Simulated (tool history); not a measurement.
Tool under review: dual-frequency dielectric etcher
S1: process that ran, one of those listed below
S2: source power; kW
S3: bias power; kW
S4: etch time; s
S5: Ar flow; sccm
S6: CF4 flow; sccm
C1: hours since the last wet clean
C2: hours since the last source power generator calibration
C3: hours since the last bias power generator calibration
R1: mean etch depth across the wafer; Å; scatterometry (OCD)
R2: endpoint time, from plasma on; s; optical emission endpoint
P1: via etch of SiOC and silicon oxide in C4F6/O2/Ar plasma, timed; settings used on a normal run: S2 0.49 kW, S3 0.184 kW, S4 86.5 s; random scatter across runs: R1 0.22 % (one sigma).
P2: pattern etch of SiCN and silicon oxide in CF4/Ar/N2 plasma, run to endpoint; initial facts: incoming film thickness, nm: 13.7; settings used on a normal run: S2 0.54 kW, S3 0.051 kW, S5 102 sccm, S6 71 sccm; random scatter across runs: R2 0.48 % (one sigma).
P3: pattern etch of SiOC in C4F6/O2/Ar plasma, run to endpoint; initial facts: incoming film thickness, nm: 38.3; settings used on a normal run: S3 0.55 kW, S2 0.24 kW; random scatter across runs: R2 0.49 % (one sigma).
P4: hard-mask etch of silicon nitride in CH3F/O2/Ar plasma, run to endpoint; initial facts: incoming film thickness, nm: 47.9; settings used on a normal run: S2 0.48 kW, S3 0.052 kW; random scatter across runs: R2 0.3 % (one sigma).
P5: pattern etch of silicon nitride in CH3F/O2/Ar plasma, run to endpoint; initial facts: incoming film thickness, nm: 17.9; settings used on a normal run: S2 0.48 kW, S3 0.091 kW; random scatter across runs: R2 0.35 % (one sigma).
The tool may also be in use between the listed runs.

run,hour,S1,S2,S3,S4,S5,S6,C1,C2,C3,R1,R2
1,6.7,P1,0.49,0.184,86.5,,,280.2,1119.9,2100.3,1059,
2,16.1,P1,0.49,0.184,86.5,,,289.6,1129.3,2109.7,1055.8,
3,24.6,P1,0.49,0.135,111,,,298.1,1137.8,2118.2,1235.7,
4,30.2,P1,0.62,0.184,86.5,,,303.7,1143.4,2123.8,1156.4,
5,38.6,P2,0.54,0.051,,102,71,312.1,1151.8,2132.2,,15.247
6,43.8,P5,0.48,0.123,,,,317.3,1157,2137.4,,20.186
7,49.2,P1,0.49,0.23,86.5,,,322.7,1162.4,2142.8,1137.1,
8,58,P2,0.77,0.051,,102,71,331.5,1171.2,2151.6,,11.067
9,64.5,P5,0.48,0.091,,,,338,1177.7,2158.1,,22.409
10,71.7,P1,0.36,0.137,86.5,,,345.2,1184.9,2165.3,851.33,
11,76,P5,0.48,0.091,,,,349.5,1189.2,2169.6,,22.356
12,83.7,P1,0.49,0.184,127.5,,,357.2,1196.9,2177.3,1556.2,
13,89.9,P1,0.49,0.184,86.5,,,363.4,1203.1,2183.5,1055.6,
14,95.6,P2,0.54,0.051,,128,71,369.1,1208.8,2189.2,,15.75
15,101.9,P2,0.54,0.035,,102,71,375.4,1215.1,2195.5,,16.763
16,106.9,P4,0.48,0.068,,,,380.4,1220.1,2200.5,,65.567
17,114.6,P1,0.49,0.184,86.5,,,388.1,1227.8,2208.2,1058.7,
18,119.6,P4,0.48,0.052,,,,393.1,1232.8,2213.2,,71.7
19,128.2,P1,0.49,0.122,86.5,,,401.7,1241.4,2221.8,931.38,
20,135.2,P5,0.68,0.091,,,,408.7,1248.4,2228.8,,19.555
21,142.6,P2,0.54,0.051,,102,58,416.1,1255.8,2236.2,,15.676
22,149.8,P1,0.49,0.184,57,,,423.3,1263,2243.4,694.14,
23,158.8,P1,0.4,0.184,86.5,,,432.3,1272,2252.4,975.17,
# hour 161.8: bias power generator calibrated
24,164,P3,0.16,0.55,,,,437.5,1277.2,2.2,,16.972
25,169.1,P3,0.24,0.55,,,,442.6,1282.3,7.3,,14.593
26,175.7,P4,0.32,0.052,,,,449.2,1288.9,13.9,,83.927
27,180.1,P3,0.24,0.336,,,,453.6,1293.3,18.3,,17.504
28,186.2,P1,0.49,0.184,86.5,,,459.7,1299.4,24.4,1054.3,
29,194.2,P1,0.49,0.184,86.5,,,467.7,1307.4,32.4,1059.5,
30,198.9,P1,0.49,0.184,86.5,,,472.4,1312.1,37.1,1066.1,
31,208,P1,0.49,0.184,86.5,,,481.5,1321.2,46.2,1067.4,
32,213.1,P1,0.49,0.184,86.5,,,486.6,1326.3,51.3,1068.1,
33,219.5,P1,0.49,0.184,86.5,,,493,1332.7,57.7,1071.2,

Estimate the outcome of run 34 from the log above:
34,228.1,P1,0.49,0.184,86.5,,,501.6,1341.3,66.3,?,

R1: 1070.1 Å

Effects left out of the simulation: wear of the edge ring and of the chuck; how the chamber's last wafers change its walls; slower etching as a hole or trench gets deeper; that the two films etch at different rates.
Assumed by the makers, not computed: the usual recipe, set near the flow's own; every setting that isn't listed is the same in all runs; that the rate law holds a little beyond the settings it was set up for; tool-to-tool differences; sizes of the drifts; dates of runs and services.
